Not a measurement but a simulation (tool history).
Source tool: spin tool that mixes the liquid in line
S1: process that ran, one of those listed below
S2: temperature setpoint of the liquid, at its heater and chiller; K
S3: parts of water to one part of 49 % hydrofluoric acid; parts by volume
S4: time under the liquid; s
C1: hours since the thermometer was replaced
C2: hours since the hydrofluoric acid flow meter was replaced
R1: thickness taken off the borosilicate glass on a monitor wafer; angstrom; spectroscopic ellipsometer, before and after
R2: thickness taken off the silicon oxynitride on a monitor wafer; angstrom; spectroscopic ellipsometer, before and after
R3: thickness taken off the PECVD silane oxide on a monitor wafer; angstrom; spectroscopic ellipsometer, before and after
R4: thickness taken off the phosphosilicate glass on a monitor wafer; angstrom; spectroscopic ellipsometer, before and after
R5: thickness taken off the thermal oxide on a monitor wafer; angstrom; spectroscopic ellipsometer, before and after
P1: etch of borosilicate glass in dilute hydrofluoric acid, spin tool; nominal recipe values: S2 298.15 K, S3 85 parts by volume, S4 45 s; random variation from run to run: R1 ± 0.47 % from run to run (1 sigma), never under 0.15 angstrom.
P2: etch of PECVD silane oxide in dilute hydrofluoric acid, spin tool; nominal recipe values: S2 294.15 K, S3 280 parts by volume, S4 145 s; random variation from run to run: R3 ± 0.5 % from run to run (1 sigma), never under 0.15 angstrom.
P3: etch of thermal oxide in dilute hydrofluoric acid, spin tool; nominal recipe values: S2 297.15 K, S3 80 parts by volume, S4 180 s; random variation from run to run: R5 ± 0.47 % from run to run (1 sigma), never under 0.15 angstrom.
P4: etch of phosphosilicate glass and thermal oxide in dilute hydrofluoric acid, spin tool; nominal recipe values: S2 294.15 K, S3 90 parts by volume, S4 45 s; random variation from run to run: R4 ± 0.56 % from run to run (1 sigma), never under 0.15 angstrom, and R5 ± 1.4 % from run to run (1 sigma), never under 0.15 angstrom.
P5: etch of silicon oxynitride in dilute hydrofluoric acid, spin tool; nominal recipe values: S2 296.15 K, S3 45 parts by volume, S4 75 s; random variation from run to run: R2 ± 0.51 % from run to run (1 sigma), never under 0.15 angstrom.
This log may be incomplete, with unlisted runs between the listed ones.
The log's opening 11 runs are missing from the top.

run	hour	S1	S2	S3	S4	C1	C2	R1	R2	R3	R4	R5
12	109.9	P1	298.15	85	45	1840.8	772.4	192.03				
13	118.1	P1	291.65	85	75	1849	780.6	246.75				
14	125.8	P1	298.15	85	45	1856.7	788.3	191.58				
15	134.2	P3	297.15	80	300	1865.1	796.7					175.78
16	141.5	P4	294.15	90	45	1872.4	804				379.59	20.715
17	151.4	P1	298.15	85	80	1882.3	813.9	342.4				
18	160.7	P1	298.15	125	45	1891.6	823.2	123.41				
19	167.1	P1	302.65	85	45	1898	829.6	229.43				
20	180.2	P1	302.15	145	45	1911.1	842.7	122.95				
21	189.6	P4	294.15	55	45	1920.5	852.1				641.86	35.217
22	200.4	P4	290.15	90	45	1931.3	862.9				318.45	17.849
23	210.2	P2	294.15	280	145	1941.1	872.7			165.79		
24	217.4	P3	301.65	80	180	1948.3	879.9					125.85
25	225.1	P5	296.15	45	15	1956	887.6		10.698			
26	236.8	P3	297.15	130	180	1967.7	899.3					60.635
27	248.5	P1	298.15	85	45	1979.4	911	192.06				
28	261.3	P1	298.15	85	45	1992.2	923.8	191.12				
29	269.3	P5	290.15	45	75	2000.2	931.8		40.428			
30	276.2	P4	294.15	90	45	2007.1	938.7				375.05	20.804
31	289.2	P5	296.15	20	75	2020.1	951.7		125.32			
32	295.8	P2	294.15	80	145	2026.7	958.3			710.75		

Predict the results of run 33:
33	303.2	P1	298.15	85	45	2034.1	965.7	?				

Run 33 came out at R1 191.77 angstrom.

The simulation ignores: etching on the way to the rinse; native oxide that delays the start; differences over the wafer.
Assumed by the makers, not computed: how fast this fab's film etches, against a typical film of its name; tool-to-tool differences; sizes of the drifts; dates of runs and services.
